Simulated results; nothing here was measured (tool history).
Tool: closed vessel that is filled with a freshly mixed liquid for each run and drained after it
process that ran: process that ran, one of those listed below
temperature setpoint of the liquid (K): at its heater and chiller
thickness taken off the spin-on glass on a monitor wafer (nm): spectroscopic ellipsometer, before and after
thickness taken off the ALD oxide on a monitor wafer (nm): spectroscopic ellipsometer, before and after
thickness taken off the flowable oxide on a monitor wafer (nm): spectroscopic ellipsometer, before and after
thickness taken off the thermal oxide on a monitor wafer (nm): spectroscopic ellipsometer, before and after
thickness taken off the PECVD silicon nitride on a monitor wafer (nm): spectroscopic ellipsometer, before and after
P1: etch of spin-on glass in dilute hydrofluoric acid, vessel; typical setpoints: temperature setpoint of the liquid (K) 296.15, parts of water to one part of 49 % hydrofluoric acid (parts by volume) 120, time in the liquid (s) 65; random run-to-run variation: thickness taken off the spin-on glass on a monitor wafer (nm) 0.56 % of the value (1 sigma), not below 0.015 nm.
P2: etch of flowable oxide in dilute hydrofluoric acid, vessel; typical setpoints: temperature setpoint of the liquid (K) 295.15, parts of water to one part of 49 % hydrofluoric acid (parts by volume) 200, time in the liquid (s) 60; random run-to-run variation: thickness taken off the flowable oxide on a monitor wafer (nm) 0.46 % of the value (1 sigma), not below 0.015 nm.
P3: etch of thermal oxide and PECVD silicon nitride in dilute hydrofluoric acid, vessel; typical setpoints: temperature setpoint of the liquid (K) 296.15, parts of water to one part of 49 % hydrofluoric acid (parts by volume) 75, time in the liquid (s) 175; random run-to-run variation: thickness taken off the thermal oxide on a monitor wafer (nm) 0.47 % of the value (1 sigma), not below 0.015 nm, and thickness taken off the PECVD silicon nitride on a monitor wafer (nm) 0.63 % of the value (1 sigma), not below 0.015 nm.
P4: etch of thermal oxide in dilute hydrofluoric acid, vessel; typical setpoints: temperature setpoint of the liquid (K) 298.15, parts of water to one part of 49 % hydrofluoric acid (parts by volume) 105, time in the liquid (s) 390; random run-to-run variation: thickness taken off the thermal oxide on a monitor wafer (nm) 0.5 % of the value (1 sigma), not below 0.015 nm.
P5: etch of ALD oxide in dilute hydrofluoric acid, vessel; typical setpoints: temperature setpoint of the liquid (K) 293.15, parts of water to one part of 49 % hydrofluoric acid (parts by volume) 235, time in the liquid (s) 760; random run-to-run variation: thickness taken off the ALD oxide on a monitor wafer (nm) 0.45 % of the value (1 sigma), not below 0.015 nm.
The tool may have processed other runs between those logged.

| run | hour | process that ran | temperature setpoint of the liquid (K) | parts of water to one part of 49 % hydrofluoric acid (parts by volume) | time in the liquid (s) | hours since the thermometer was replaced | hours since the hydrofluoric acid flow meter was replaced | thickness taken off the spin-on glass on a monitor wafer (nm) | thickness taken off the ALD oxide on a monitor wafer (nm) | thickness taken off the flowable oxide on a monitor wafer (nm) | thickness taken off the thermal oxide on a monitor wafer (nm) | thickness taken off the PECVD silicon nitride on a monitor wafer (nm) |
|---|---|---|---|---|---|---|---|---|---|---|---|---|
| 1 | 2.3 | P1 | 296.15 | 120 | 65 | 1333.6 | 312.1 | 10.4420 |  |  |  |  |
| 2 | 6.0 | P1 | 296.15 | 120 | 65 | 1337.3 | 315.8 | 10.3990 |  |  |  |  |
| 3 | 9.0 | P1 | 300.15 | 120 | 30 | 1340.3 | 318.8 | 5.6206 |  |  |  |  |
| 4 | 11.5 | P5 | 293.15 | 380 | 760 | 1342.8 | 321.3 |  | 26.645 |  |  |  |
| 5 | 15.8 | P1 | 296.15 | 120 | 30 | 1347.1 | 325.6 | 4.8363 |  |  |  |  |
| 6 | 18.1 | P1 | 296.15 | 120 | 130 | 1349.4 | 327.9 | 20.7890 |  |  |  |  |
| 7 | 20.9 | P5 | 293.15 | 235 | 760 | 1352.2 | 330.7 |  | 49.674 |  |  |  |
| 8 | 24.8 | P1 | 302.65 | 200 | 65 | 1356.1 | 334.6 | 7.2690 |  |  |  |  |
| 9 | 28.7 | P1 | 290.15 | 120 | 65 | 1360.0 | 338.5 | 8.1181 |  |  |  |  |
| 10 | 32.0 | P5 | 293.15 | 235 | 275 | 1363.3 | 341.8 |  | 17.849 |  |  |  |
| 11 | 34.2 | P2 | 295.15 | 50 | 60 | 1365.5 | 344.0 |  |  | 55.5340 |  |  |
| 12 | 36.4 | P1 | 296.15 | 120 | 65 | 1367.7 | 346.2 | 10.3520 |  |  |  |  |
| 13 | 40.3 | P1 | 296.15 | 120 | 65 | 1371.6 | 350.1 | 10.3930 |  |  |  |  |
| 14 | 42.4 | P2 | 290.15 | 200 | 60 | 1373.7 | 352.2 |  |  | 9.6545 |  |  |
| 15 | 45.1 | P1 | 296.15 | 120 | 65 | 1376.4 | 354.9 | 10.2600 |  |  |  |  |
| 16 | 48.1 | P1 | 302.65 | 120 | 65 | 1379.4 | 357.9 | 13.2690 |  |  |  |  |
| 17 | 50.1 | P4 | 298.15 | 40 | 390 | 1381.4 | 359.9 |  |  |  | 50.2500 |  |
| 18 | 52.0 | P1 | 296.15 | 210 | 65 | 1383.3 | 361.8 | 5.3976 |  |  |  |  |
| 19 | 53.9 | P2 | 295.15 | 200 | 60 | 1385.2 | 363.7 |  |  | 11.7020 |  |  |
| 20 | 56.5 | P2 | 295.15 | 200 | 85 | 1387.8 | 366.3 |  |  | 16.5620 |  |  |
| 21 | 59.3 | P1 | 296.15 | 120 | 65 | 1390.6 | 369.1 | 10.3550 |  |  |  |  |
| 22 | 62.7 | P4 | 298.15 | 105 | 390 | 1394.0 | 372.5 |  |  |  | 17.4700 |  |
| 23 | 66.1 | P1 | 301.65 | 30 | 65 | 1397.4 | 375.9 | 58.2370 |  |  |  |  |
| 24 | 68.8 | P4 | 290.65 | 105 | 390 | 1400.1 | 378.6 |  |  |  | 12.8580 |  |
| 25 | 71.6 | P3 | 296.15 | 75 | 175 | 1402.9 | 381.4 |  |  |  | 11.1010 | 5.14620 |
| 26 | 75.6 | P3 | 296.15 | 75 | 175 | 1406.9 | 385.4 |  |  |  | 11.2690 | 5.05750 |
| 27 | 79.6 | P3 | 296.15 | 115 | 175 | 1410.9 | 389.4 |  |  |  | 6.9821 | 3.33820 |
| 28 | 83.2 | P4 | 298.15 | 105 | 205 | 1414.5 | 393.0 |  |  |  | 9.2311 |  |
| 29 | 86.1 | P3 | 291.15 | 75 | 175 | 1417.4 | 395.9 |  |  |  | 9.0660 | 3.62040 |
| 30 | 88.9 | P3 | 296.15 | 75 | 30 | 1420.2 | 398.7 |  |  |  | 1.9092 | 0.87654 |
| 31 | 91.5 | P1 | 296.15 | 65 | 65 | 1422.8 | 401.3 | 20.5050 |  |  |  |  |
| 32 | 95.4 | P1 | 296.15 | 120 | 65 | 1426.7 | 405.2 | 10.5480 |  |  |  |  |
| 33 | 97.4 | P5 | 298.65 | 235 | 760 | 1428.7 | 407.2 |  | 60.123 |  |  |  |
| 34 | 101.0 | P1 | 296.15 | 120 | 65 | 1432.3 | 410.8 | 10.4150 |  |  |  |  |
| 35 | 104.7 | P1 | 296.15 | 120 | 65 | 1436.0 | 414.5 | 10.0650 |  |  |  |  |
| 36 | 106.6 | P1 | 296.15 | 120 | 65 | 1437.9 | 416.4 | 9.8508 |  |  |  |  |
| 37 | 109.5 | P1 | 296.15 | 120 | 65 | 1440.8 | 419.3 | 9.7618 |  |  |  |  |
| 38 | 113.4 | P1 | 296.15 | 120 | 65 | 1444.7 | 423.2 | 9.7352 |  |  |  |  |
| 39 | 115.6 | P1 | 296.15 | 120 | 65 | 1446.9 | 425.4 | 9.5432 |  |  |  |  |
| 40 | 119.9 | P1 | 296.15 | 120 | 65 | 1451.2 | 429.7 | 9.6144 |  |  |  |  |

For run 41, what comes out?
| 41 | 123.9 | P1 | 296.15 | 120 | 65 | 1455.2 | 433.7 | ? |  |  |  |  |

{"run 41": {"thickness taken off the spin-on glass on a monitor wafer (nm)": 9.55}}
